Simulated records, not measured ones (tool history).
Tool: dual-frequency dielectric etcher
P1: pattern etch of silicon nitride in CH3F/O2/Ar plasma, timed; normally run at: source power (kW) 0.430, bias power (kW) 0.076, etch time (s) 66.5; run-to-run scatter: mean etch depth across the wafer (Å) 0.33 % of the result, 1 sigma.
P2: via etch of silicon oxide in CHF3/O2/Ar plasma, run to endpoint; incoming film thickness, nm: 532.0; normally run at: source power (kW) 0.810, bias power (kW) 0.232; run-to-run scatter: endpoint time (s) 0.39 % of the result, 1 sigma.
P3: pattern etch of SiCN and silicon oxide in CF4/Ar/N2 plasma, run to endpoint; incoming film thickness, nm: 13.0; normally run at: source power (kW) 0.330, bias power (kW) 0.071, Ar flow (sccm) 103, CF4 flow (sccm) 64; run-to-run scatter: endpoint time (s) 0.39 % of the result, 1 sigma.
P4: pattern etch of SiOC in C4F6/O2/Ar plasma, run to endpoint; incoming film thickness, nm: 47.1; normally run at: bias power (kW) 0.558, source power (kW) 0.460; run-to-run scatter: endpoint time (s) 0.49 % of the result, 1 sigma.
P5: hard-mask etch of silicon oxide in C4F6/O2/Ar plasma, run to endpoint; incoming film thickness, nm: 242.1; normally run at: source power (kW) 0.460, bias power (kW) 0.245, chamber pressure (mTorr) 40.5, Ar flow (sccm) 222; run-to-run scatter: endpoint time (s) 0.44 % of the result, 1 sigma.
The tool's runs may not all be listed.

| run | day | process that ran | source power (kW) | bias power (kW) | etch time (s) | Ar flow (sccm) | CF4 flow (sccm) | chamber pressure (mTorr) | mean etch depth across the wafer (Å) | endpoint time (s) |
|---|---|---|---|---|---|---|---|---|---|---|
| 1 | 0.217 | P1 | 0.430 | 0.076 | 66.5 |  |  |  | 502.62 |  |
| 2 | 0.442 | P3 | 0.330 | 0.099 |  | 103 | 64 |  |  | 17.578 |
| 3 | 0.862 | P1 | 0.430 | 0.063 | 48.5 |  |  |  | 342.44 |  |
| 4 | 1.262 | P1 | 0.430 | 0.076 | 43.0 |  |  |  | 323.69 |  |
| 5 | 1.525 | P1 | 0.340 | 0.076 | 66.5 |  |  |  | 459.23 |  |
| 6 | 1.729 | P1 | 0.430 | 0.076 | 66.5 |  |  |  | 501.23 |  |
| 7 | 1.942 | P4 | 0.460 | 0.360 |  |  |  |  |  | 16.733 |
| 8 | 2.171 | P1 | 0.430 | 0.052 | 66.5 |  |  |  | 439.36 |  |
| 9 | 2.488 | P1 | 0.430 | 0.076 | 66.5 |  |  |  | 500.09 |  |
| 10 | 2.875 | P3 | 0.330 | 0.071 |  | 103 | 51 |  |  | 20.577 |
| 11 | 3.071 | P5 | 0.630 | 0.245 |  | 222 |  | 40.5 |  | 60.517 |
| 12 | 3.417 | P5 | 0.460 | 0.245 |  | 155 |  | 40.5 |  | 65.715 |
| 13 | 3.733 | P3 | 0.200 | 0.071 |  | 103 | 64 |  |  | 30.670 |
| 14 | 4.125 | P1 | 0.530 | 0.076 | 96.5 |  |  |  | 787.50 |  |
| 15 | 4.421 | P5 | 0.460 | 0.245 |  | 222 |  | 32.5 |  | 66.774 |
| 16 | 4.733 | P5 | 0.460 | 0.245 |  | 222 |  | 40.5 |  | 68.081 |
| 17 | 5.062 | P3 | 0.330 | 0.071 |  | 103 | 64 |  |  | 19.816 |
| 18 | 5.417 | P1 | 0.430 | 0.076 | 66.5 |  |  |  | 499.37 |  |
| 19 | 5.675 | P1 | 0.430 | 0.095 | 66.5 |  |  |  | 539.50 |  |
| 20 | 6.096 | P3 | 0.330 | 0.071 |  | 83 | 64 |  |  | 19.252 |
| 21 | 6.438 | P5 | 0.460 | 0.147 |  | 222 |  | 40.5 |  | 80.171 |
| 22 | 6.675 | P4 | 0.260 | 0.558 |  |  |  |  |  | 17.519 |
| 23 | 6.958 | P4 | 0.460 | 0.558 |  |  |  |  |  | 14.399 |
| 24 | 7.150 | P2 | 0.810 | 0.232 |  |  |  |  |  | 220.670 |
| 25 | 7.471 | P2 | 0.620 | 0.232 |  |  |  |  |  | 245.040 |
| 26 | 7.867 | P1 | 0.570 | 0.076 | 66.5 |  |  |  | 557.43 |  |
| 27 | 8.192 | P1 | 0.430 | 0.076 | 86.5 |  |  |  | 648.92 |  |
| 28 | 8.388 | P1 | 0.300 | 0.076 | 89.5 |  |  |  | 584.73 |  |
| 29 | 8.792 | P2 | 0.810 | 0.288 |  |  |  |  |  | 204.580 |
| 30 | 9.083 | P1 | 0.430 | 0.076 | 66.5 |  |  |  | 500.14 |  |
| 31 | 9.504 | P1 | 0.430 | 0.076 | 66.5 |  |  |  | 498.64 |  |
| 32 | 9.871 | P1 | 0.430 | 0.076 | 66.5 |  |  |  | 496.67 |  |
| 33 | 10.267 | P1 | 0.430 | 0.076 | 66.5 |  |  |  | 495.44 |  |
| 34 | 10.617 | P1 | 0.430 | 0.076 | 66.5 |  |  |  | 492.96 |  |
|  | 10.688 | wet clean of the chamber |
| 35 | 10.975 | P1 | 0.430 | 0.076 | 66.5 |  |  |  | 492.98 |  |
| 36 | 11.371 | P1 | 0.430 | 0.076 | 66.5 |  |  |  | 492.88 |  |
| 37 | 11.638 | P1 | 0.430 | 0.076 | 66.5 |  |  |  | 491.66 |  |

What P1 gives has crept away from where it was. These 2 causes fit the log equally well, each at the size given:
A: bias power that arrives under what is set, % = 4.69
B: source power that arrives under what is set, % = 4.26
The creep began at about day 9.083.
Why every other cause is out:
chamber walls in a state that lowers the etch rate, %: serviced at day 10.688, which brought nothing back

4 check runs are offered, each on 2 wafers whose results are averaged, their results left as question marks. Which one tells the causes apart?
| check 1 | 11.904 | P3 | 0.330 | 0.071 |  | 103 | 64 |  |  | ? |
| check 2 | 11.904 | P2 | 0.810 | 0.232 |  |  |  |  |  | ? |
| check 3 | 11.904 | P4 | 0.460 | 0.558 |  |  |  |  |  | ? |
| check 4 | 11.904 | P5 | 0.460 | 0.245 |  | 222 |  | 40.5 |  | ? |

What each check would give under each cause:
| check | result | if A | if B |
|---|---|---|---|
| check 1 | endpoint time (s) | 20.139 | 20.576 |
| check 2 | endpoint time (s) | 225.200 | 225.190 |
| check 3 | endpoint time (s) | 14.590 | 14.561 |
| check 4 | endpoint time (s) | 69.342 | 69.395 |
How far apart the two closest causes lie, in the result that separates them most: check 1 2.15 %; check 2 0 %; check 3 0.2 %; check 4 0.08 %
Check 1 tells the causes apart: in the others they would give nearly the same result.

Then check 1 was run and gave: endpoint time (s) 20.123. Which cause is it?

It is A: bias power that arrives under what is set, %.
